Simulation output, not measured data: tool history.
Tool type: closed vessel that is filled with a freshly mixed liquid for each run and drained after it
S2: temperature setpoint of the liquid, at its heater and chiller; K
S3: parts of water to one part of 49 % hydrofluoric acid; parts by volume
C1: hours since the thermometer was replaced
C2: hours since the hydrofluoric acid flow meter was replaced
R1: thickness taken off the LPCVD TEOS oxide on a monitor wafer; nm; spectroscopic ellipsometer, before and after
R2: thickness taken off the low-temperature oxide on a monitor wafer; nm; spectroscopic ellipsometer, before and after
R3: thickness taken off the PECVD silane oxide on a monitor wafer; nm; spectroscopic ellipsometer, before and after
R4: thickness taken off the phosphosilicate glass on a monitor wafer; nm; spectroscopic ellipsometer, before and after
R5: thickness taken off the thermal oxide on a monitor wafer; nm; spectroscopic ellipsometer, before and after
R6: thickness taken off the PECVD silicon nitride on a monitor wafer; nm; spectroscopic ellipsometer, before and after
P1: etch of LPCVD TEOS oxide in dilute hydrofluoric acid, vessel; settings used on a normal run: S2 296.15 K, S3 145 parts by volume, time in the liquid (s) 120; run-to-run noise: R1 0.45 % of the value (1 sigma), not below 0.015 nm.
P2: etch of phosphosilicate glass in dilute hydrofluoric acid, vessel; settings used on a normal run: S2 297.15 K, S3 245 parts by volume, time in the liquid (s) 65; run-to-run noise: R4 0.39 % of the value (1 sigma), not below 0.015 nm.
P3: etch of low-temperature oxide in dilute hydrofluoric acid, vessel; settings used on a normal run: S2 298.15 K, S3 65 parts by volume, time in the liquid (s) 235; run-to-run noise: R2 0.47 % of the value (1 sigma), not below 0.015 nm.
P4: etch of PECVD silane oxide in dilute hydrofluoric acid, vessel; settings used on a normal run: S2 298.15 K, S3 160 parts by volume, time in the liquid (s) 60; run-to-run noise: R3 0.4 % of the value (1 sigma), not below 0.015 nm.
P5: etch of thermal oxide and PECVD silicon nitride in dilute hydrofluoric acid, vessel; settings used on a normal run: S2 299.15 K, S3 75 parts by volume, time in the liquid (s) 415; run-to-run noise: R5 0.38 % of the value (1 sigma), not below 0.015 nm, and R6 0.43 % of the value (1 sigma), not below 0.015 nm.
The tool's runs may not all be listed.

Run 1, hour 14.4: process that ran P1, S2 296.15 K, S3 145 parts by volume, time in the liquid (s) 120; C1 535.9; C2 256.8. Result: R1 35.9680 nm.
Run 2, hour 26.2: process that ran P3, S2 298.15 K, S3 65 parts by volume, time in the liquid (s) 110; C1 547.7; C2 268.6. Result: R2 19.651 nm.
Run 3, hour 33.7: process that ran P1, S2 296.15 K, S3 145 parts by volume, time in the liquid (s) 30; C1 555.2; C2 276.1. Result: R1 9.0248 nm.
Run 4, hour 46.8: process that ran P1, S2 290.65 K, S3 145 parts by volume, time in the liquid (s) 120; C1 568.3; C2 289.2. Result: R1 28.9450 nm.
Run 5, hour 55.0: process that ran P4, S2 298.15 K, S3 160 parts by volume, time in the liquid (s) 60; C1 576.5; C2 297.4. Result: R3 14.7580 nm.
Run 6, hour 67.1: process that ran P1, S2 296.15 K, S3 145 parts by volume, time in the liquid (s) 120; C1 588.6; C2 309.5. Result: R1 36.1400 nm.
Run 7, hour 76.9: process that ran P2, S2 297.15 K, S3 245 parts by volume, time in the liquid (s) 65; C1 598.4; C2 319.3. Result: R4 18.7940 nm.
Run 8, hour 91.2: process that ran P1, S2 301.15 K, S3 145 parts by volume, time in the liquid (s) 120; C1 612.7; C2 333.6. Result: R1 43.1300 nm.
Run 9, hour 99.5: process that ran P1, S2 296.15 K, S3 145 parts by volume, time in the liquid (s) 185; C1 621.0; C2 341.9. Result: R1 55.4600 nm.
Run 10, hour 113.8: process that ran P5, S2 299.15 K, S3 25 parts by volume, time in the liquid (s) 415; C1 635.3; C2 356.2. Result: R5 96.081 nm, R6 70.127 nm.
Run 11, hour 123.5: process that ran P1, S2 296.15 K, S3 205 parts by volume, time in the liquid (s) 120; C1 645.0; C2 365.9. Result: R1 23.8180 nm.
Run 12, hour 132.0: process that ran P2, S2 297.15 K, S3 245 parts by volume, time in the liquid (s) 65; C1 653.5; C2 374.4. Result: R4 18.6200 nm.
Run 13, hour 147.0: process that ran P2, S2 297.15 K, S3 245 parts by volume, time in the liquid (s) 30; C1 668.5; C2 389.4. Result: R4 8.7043 nm.
Run 14, hour 154.7: process that ran P5, S2 299.15 K, S3 75 parts by volume, time in the liquid (s) 235; C1 676.2; C2 397.1. Result: R5 16.871 nm, R6 13.506 nm.
Run 15, hour 163.8: process that ran P1, S2 296.15 K, S3 145 parts by volume, time in the liquid (s) 120; C1 685.3; C2 406.2. Result: R1 36.3000 nm.
Run 16, hour 178.5: process that ran P2, S2 297.15 K, S3 135 parts by volume, time in the liquid (s) 65; C1 700.0; C2 420.9. Result: R4 38.3450 nm.
Run 17, hour 193.1: process that ran P1, S2 296.15 K, S3 40 parts by volume, time in the liquid (s) 65; C1 714.6; C2 435.5. Result: R1 80.3120 nm.
Run 18, hour 206.2: process that ran P4, S2 298.15 K, S3 160 parts by volume, time in the liquid (s) 30; C1 727.7; C2 448.6. Result: R3 7.4069 nm.
Run 19, hour 217.9: process that ran P1, S2 296.15 K, S3 40 parts by volume, time in the liquid (s) 120; C1 739.4; C2 460.3. Result: R1 147.9400 nm.
Run 20, hour 230.1: process that ran P3, S2 302.65 K, S3 65 parts by volume, time in the liquid (s) 235; C1 751.6; C2 472.5. Result: R2 50.018 nm.
Run 21, hour 238.3: process that ran P1, S2 296.15 K, S3 145 parts by volume, time in the liquid (s) 120; C1 759.8; C2 480.7. Result: R1 35.8330 nm.
Run 22, hour 248.6: process that ran P3, S2 298.15 K, S3 20 parts by volume, time in the liquid (s) 235; C1 770.1; C2 491.0. Result: R2 144.570 nm.
Run 23, hour 263.4: process that ran P1, S2 290.65 K, S3 145 parts by volume, time in the liquid (s) 220; C1 784.9; C2 505.8. Result: R1 52.7650 nm.
Run 24, hour 274.3: process that ran P3, S2 298.15 K, S3 65 parts by volume, time in the liquid (s) 235; C1 795.8; C2 516.7. Result: R2 41.916 nm.
Run 25, hour 289.0: process that ran P4, S2 298.15 K, S3 280 parts by volume, time in the liquid (s) 60; C1 810.5; C2 531.4. Result: R3 7.4343 nm.
Run 26, hour 299.3: process that ran P5, S2 299.15 K, S3 75 parts by volume, time in the liquid (s) 415; C1 820.8; C2 541.7. Result: R5 29.986 nm, R6 23.902 nm.
Run 27, hour 309.7: process that ran P5, S2 292.65 K, S3 75 parts by volume, time in the liquid (s) 415; C1 831.2; C2 552.1. Result: R5 23.076 nm, R6 15.416 nm.
Run 28, hour 322.7: process that ran P4, S2 306.65 K, S3 160 parts by volume, time in the liquid (s) 60; C1 844.2; C2 565.1. Result: R3 19.9780 nm.
Run 29, hour 333.2: process that ran P1, S2 296.15 K, S3 145 parts by volume, time in the liquid (s) 120; C1 854.7; C2 575.6. Result: R1 36.0460 nm.
Run 30, hour 347.3: process that ran P3, S2 298.15 K, S3 65 parts by volume, time in the liquid (s) 235; C1 868.8; C2 589.7. Result: R2 41.743 nm.
Run 31, hour 357.6: process that ran P1, S2 296.15 K, S3 145 parts by volume, time in the liquid (s) 120; C1 879.1; C2 600.0. Result: R1 36.0750 nm.

Run 32 comes next. What will it give?
Run 32, hour 370.1: process that ran P2, S2 293.15 K, S3 245 parts by volume, time in the liquid (s) 65; C1 891.6; C2 612.5. Result: R4 ?.

Run 32 measured R4 16.1320 nm.

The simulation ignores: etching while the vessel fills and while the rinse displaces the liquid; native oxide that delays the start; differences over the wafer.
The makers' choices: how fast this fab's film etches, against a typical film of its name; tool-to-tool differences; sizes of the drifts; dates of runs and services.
